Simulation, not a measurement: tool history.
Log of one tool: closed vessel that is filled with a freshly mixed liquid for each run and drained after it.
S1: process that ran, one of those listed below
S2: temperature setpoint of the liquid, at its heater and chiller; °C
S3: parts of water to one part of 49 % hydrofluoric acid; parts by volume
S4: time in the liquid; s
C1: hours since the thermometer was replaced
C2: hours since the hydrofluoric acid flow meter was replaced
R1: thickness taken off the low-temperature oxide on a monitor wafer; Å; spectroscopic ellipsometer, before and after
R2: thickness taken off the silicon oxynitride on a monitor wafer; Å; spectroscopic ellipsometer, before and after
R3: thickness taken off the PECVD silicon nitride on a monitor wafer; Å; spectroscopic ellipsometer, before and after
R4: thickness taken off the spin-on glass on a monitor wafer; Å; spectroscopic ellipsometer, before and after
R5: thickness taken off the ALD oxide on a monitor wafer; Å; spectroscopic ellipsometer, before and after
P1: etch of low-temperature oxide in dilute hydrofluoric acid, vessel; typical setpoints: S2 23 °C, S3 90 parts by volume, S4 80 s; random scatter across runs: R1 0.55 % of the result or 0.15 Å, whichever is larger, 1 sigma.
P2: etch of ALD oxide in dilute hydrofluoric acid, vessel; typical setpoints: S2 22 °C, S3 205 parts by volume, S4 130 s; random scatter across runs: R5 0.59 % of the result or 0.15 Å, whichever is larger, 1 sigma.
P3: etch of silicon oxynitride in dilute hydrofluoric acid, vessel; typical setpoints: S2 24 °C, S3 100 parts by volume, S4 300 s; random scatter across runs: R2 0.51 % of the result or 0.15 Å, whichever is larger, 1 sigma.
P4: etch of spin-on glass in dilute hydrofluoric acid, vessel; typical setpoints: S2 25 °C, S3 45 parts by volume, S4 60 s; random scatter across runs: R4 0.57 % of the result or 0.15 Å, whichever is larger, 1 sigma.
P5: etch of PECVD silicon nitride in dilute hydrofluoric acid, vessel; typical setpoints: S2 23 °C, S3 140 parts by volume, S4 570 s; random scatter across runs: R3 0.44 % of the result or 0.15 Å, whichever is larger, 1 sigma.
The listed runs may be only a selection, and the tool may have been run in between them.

run,hour,S1,S2,S3,S4,C1,C2,R1,R2,R3,R4,R5
1,11.7,P1,23,90,80,2377.8,501.8,167.87,,,,
2,18.9,P1,23,30,155,2385,509,1052.8,,,,
3,28.3,P3,24,175,300,2394.4,518.4,,73.259,,,
4,36.5,P5,23,140,570,2402.6,526.6,,,149.44,,
5,41.8,P4,18,45,60,2407.9,531.9,,,,496.5,
6,50.5,P4,25,45,30,2416.6,540.6,,,,329.93,
7,57.6,P5,23,140,1070,2423.7,547.7,,,279.26,,
8,63.4,P4,25,45,60,2429.5,553.5,,,,668.39,
9,75,P5,23,255,570,2441.1,565.1,,,82.548,,
10,81.4,P3,24,100,300,2447.5,571.5,,134.89,,,
11,88.2,P3,24,100,470,2454.3,578.3,,212.22,,,
12,94.3,P1,23,120,145,2460.4,584.4,219.18,,,,
13,102.6,P1,23,90,80,2468.7,592.7,169.12,,,,
14,114.2,P1,23,90,80,2480.3,604.3,169.01,,,,
15,121.6,P2,22,70,130,2487.7,611.7,,,,,176.32
16,129.6,P1,23,90,80,2495.7,619.7,167.36,,,,
17,137.3,P1,23,90,150,2503.4,627.4,314.12,,,,
18,149.5,P1,23,90,30,2515.6,639.6,62.661,,,,
19,158.3,P1,23,145,80,2524.4,648.4,96.705,,,,
20,165.1,P2,22,205,40,2531.2,655.2,,,,,16.048
21,173,P1,23,90,80,2539.1,663.1,169.44,,,,
22,180.1,P2,17,205,130,2546.2,670.2,,,,,43.491
23,186.4,P4,25,45,60,2552.5,676.5,,,,669.57,
24,194.1,P2,22,205,130,2560.2,684.2,,,,,52.24
25,201,P2,22,205,130,2567.1,691.1,,,,,52.844
26,210.3,P5,19,140,570,2576.4,700.4,,,115.4,,
27,219.2,P3,32,100,300,2585.3,709.3,,195.65,,,
28,226.2,P1,18.5,90,80,2592.3,716.3,139.99,,,,
29,236.4,P1,23,90,80,2602.5,726.5,168.37,,,,
30,247.1,P3,24,100,300,2613.2,737.2,,135.75,,,
31,252.7,P1,27.5,90,80,2618.8,742.8,198.77,,,,
32,258.9,P1,23,30,80,2625,749,539.93,,,,
33,270.6,P1,23,90,80,2636.7,760.7,168.02,,,,
34,279.2,P4,25,20,60,2645.3,769.3,,,,1554.1,
35,291.1,P1,23,90,80,2657.2,781.2,167.71,,,,
36,302.8,P1,23,90,80,2668.9,792.9,174.59,,,,
37,312.3,P1,23,90,80,2678.4,802.4,176.48,,,,
38,318.5,P1,23,90,80,2684.6,808.6,178.23,,,,
39,326.3,P1,23,90,80,2692.4,816.4,179.29,,,,

Run 40 has not been measured yet. What should we expect?
40,336.5,P1,23,90,80,2702.6,826.6,?,,,,

Run 40 yielded R1 179.64 Å.
